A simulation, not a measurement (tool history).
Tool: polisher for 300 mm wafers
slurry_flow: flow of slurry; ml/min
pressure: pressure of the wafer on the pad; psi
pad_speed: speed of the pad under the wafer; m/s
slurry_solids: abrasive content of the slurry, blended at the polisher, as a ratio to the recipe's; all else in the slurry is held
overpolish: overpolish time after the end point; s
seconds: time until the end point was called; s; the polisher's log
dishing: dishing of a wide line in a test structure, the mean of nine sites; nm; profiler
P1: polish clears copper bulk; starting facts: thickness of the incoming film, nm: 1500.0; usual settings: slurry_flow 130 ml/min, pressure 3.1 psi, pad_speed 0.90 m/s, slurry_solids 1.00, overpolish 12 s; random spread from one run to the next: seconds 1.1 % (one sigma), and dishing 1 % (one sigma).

| run | day | slurry_flow | pressure | pad_speed | slurry_solids | overpolish | wafers polished on this pad | hours since the slurry nozzle was cleaned | hours since the head pressure was calibrated | hours since the slurry blender was calibrated | seconds | dishing |
|---|---|---|---|---|---|---|---|---|---|---|---|---|
| 1 | 0.121 | 130 | 3.1 | 0.90 | 1.00 | 12 | 324 | 204.1 | 531.7 | 172.6 | 165.55 | 67.213 |
| 2 | 0.304 | 175 | 3.1 | 0.90 | 1.00 | 12 | 345 | 208.5 | 536.1 | 177.0 | 159.71 | 69.461 |
| 3 | 0.512 | 130 | 3.1 | 0.90 | 1.45 | 12 | 370 | 213.5 | 541.1 | 182.0 | 153.36 | 70.938 |
| 4 | 0.642 | 130 | 3.1 | 0.90 | 1.00 | 12 | 385 | 216.6 | 544.2 | 185.1 | 165.09 | 67.065 |
| 5 | 0.783 | 130 | 3.1 | 0.40 | 1.00 | 12 | 401 | 220.0 | 547.6 | 188.5 | 374.98 | 35.788 |
| 6 | 0.983 | 80 | 3.1 | 0.90 | 1.00 | 12 | 424 | 224.8 | 552.4 | 193.3 | 183.40 | 60.988 |
| 7 | 1.212 | 130 | 1.4 | 0.90 | 1.00 | 12 | 451 | 230.3 | 557.9 | 198.8 | 364.51 | 34.362 |
| 8 | 1.421 | 130 | 3.1 | 1.22 | 1.00 | 12 | 475 | 235.3 | 562.9 | 203.8 | 121.24 | 82.906 |
| 9 | 1.621 | 130 | 4.7 | 0.90 | 1.00 | 12 | 498 | 240.1 | 567.7 | 208.6 | 108.45 | 92.991 |
| 10 | 1.817 | 130 | 3.1 | 0.90 | 1.00 | 12 | 521 | 244.8 | 572.4 | 213.3 | 165.88 | 66.096 |
| 11 | 1.950 | 130 | 3.1 | 0.90 | 1.00 | 12 | 536 | 248.0 | 575.6 | 216.5 | 162.70 | 67.893 |
| 12 | 2.158 | 130 | 3.1 | 0.46 | 1.00 | 4 | 560 | 253.0 | 580.6 | 221.5 | 326.94 | 14.869 |
| 13 | 2.383 | 130 | 3.1 | 0.90 | 1.00 | 12 | 586 | 258.4 | 586.0 | 226.9 | 166.06 | 67.814 |
| 14 | 2.621 | 130 | 3.1 | 0.90 | 0.65 | 12 | 614 | 264.1 | 591.7 | 232.6 | 182.94 | 62.871 |
| 15 | 2.825 | 130 | 3.1 | 0.90 | 1.00 | 22 | 637 | 269.0 | 596.6 | 237.5 | 167.45 | 95.589 |
|  | 2.933 | slurry nozzle cleaned |
| 16 | 3.050 | 130 | 3.1 | 0.90 | 1.00 | 12 | 663 | 2.8 | 602.0 | 242.9 | 167.03 | 67.088 |
| 17 | 3.200 | 130 | 3.1 | 0.90 | 1.00 | 12 | 681 | 6.4 | 605.6 | 246.5 | 163.49 | 66.494 |
| 18 | 3.338 | 130 | 3.1 | 0.90 | 1.00 | 4 | 697 | 9.7 | 608.9 | 249.8 | 167.12 | 27.000 |
| 19 | 3.525 | 130 | 3.1 | 0.90 | 1.00 | 12 | 718 | 14.2 | 613.4 | 254.3 | 165.05 | 67.826 |
| 20 | 3.638 | 130 | 3.1 | 0.90 | 1.00 | 12 | 732 | 16.9 | 616.1 | 257.0 | 169.35 | 65.239 |
| 21 | 3.808 | 130 | 3.1 | 0.90 | 1.00 | 12 | 751 | 21.0 | 620.2 | 261.1 | 170.33 | 65.353 |
| 22 | 4.029 | 130 | 3.1 | 0.90 | 1.00 | 12 | 777 | 26.3 | 625.5 | 266.4 | 179.68 | 64.492 |
| 23 | 4.146 | 130 | 3.1 | 0.90 | 1.00 | 12 | 790 | 29.1 | 628.3 | 269.2 | 180.09 | 63.247 |
| 24 | 4.250 | 130 | 3.1 | 0.90 | 1.00 | 12 | 802 | 31.6 | 630.8 | 271.7 | 181.55 | 62.610 |
|  | 4.471 | slurry blender recalibrated |
| 25 | 4.479 | 130 | 3.1 | 0.90 | 1.00 | 12 | 829 | 37.1 | 636.3 | 0.2 | 182.46 | 63.361 |
|  | 4.567 | head pressure recalibrated |
| 26 | 4.683 | 130 | 3.1 | 0.90 | 1.00 | 12 | 853 | 42.0 | 2.8 | 5.1 | 185.63 | 62.491 |
| 27 | 4.821 | 130 | 3.1 | 0.90 | 1.00 | 12 | 869 | 45.3 | 6.1 | 8.4 | 178.68 | 62.079 |
| 28 | 5.058 | 130 | 3.1 | 0.90 | 1.00 | 12 | 896 | 51.0 | 11.8 | 14.1 | 181.36 | 62.964 |
| 29 | 5.279 | 130 | 3.1 | 0.90 | 1.00 | 12 | 922 | 56.3 | 17.1 | 19.4 | 183.15 | 62.622 |

P1 no longer gives what it gave before; its output has crept away from where it was. The following 2 causes, each at its listed size, fit the log equally well:
A: removal rate lost through wear of the pad, % = 9.72
B: slurry flow missing at the pad, % = 34.6
The creep began at about day 3.525.
Each remaining cause and why it is not a fit:
head's pressure below its setpoint, %: its service at day 4.567 followed the start of the drift and did not put the process back to its old value
abrasive missing from the slurry, %: its service at day 4.471 followed the start of the drift and did not put the process back to its old value

Each of the check runs listed below is run on 3 wafers and reports their average, with the results left as question marks. Pick the one under which the possible causes would lead to clearly different results.
| check 1 | 5.500 | 130 | 3.1 | 0.90 | 1.00 | 7 |  |  |  |  | ? | ? |
| check 2 | 5.500 | 130 | 4.7 | 1.16 | 1.00 | 12 |  |  |  |  | ? | ? |
| check 3 | 5.500 | 130 | 3.1 | 0.40 | 1.35 | 12 |  |  |  |  | ? | ? |
| check 4 | 5.500 | 85 | 3.1 | 0.40 | 1.00 | 12 |  |  |  |  | ? | ? |

Predicted outcomes, by check and by cause:
| check | result | if A | if B |
|---|---|---|---|
| check 1 | seconds | 183.450 | 183.440 |
| check 1 | dishing | 41.045 | 41.048 |
| check 2 | seconds | 93.880 | 93.873 |
| check 2 | dishing | 100.820 | 100.820 |
| check 3 | seconds | 386.620 | 386.590 |
| check 3 | dishing | 34.463 | 34.466 |
| check 4 | seconds | 457.200 | 478.180 |
| check 4 | dishing | 29.778 | 28.620 |
Separation of the two closest causes in each check, using whichever result separates them best: check 1 0.01 %; check 2 0.01 %; check 3 0.01 %; check 4 4.49 %
The other checks would show nearly matching results whichever cause is true, so check 4 is the only one that separates the causes.

Here is what check 4 returned: seconds 455.700 s; dishing 29.463 nm. Which cause is it?

It is A: removal rate lost through wear of the pad, %.
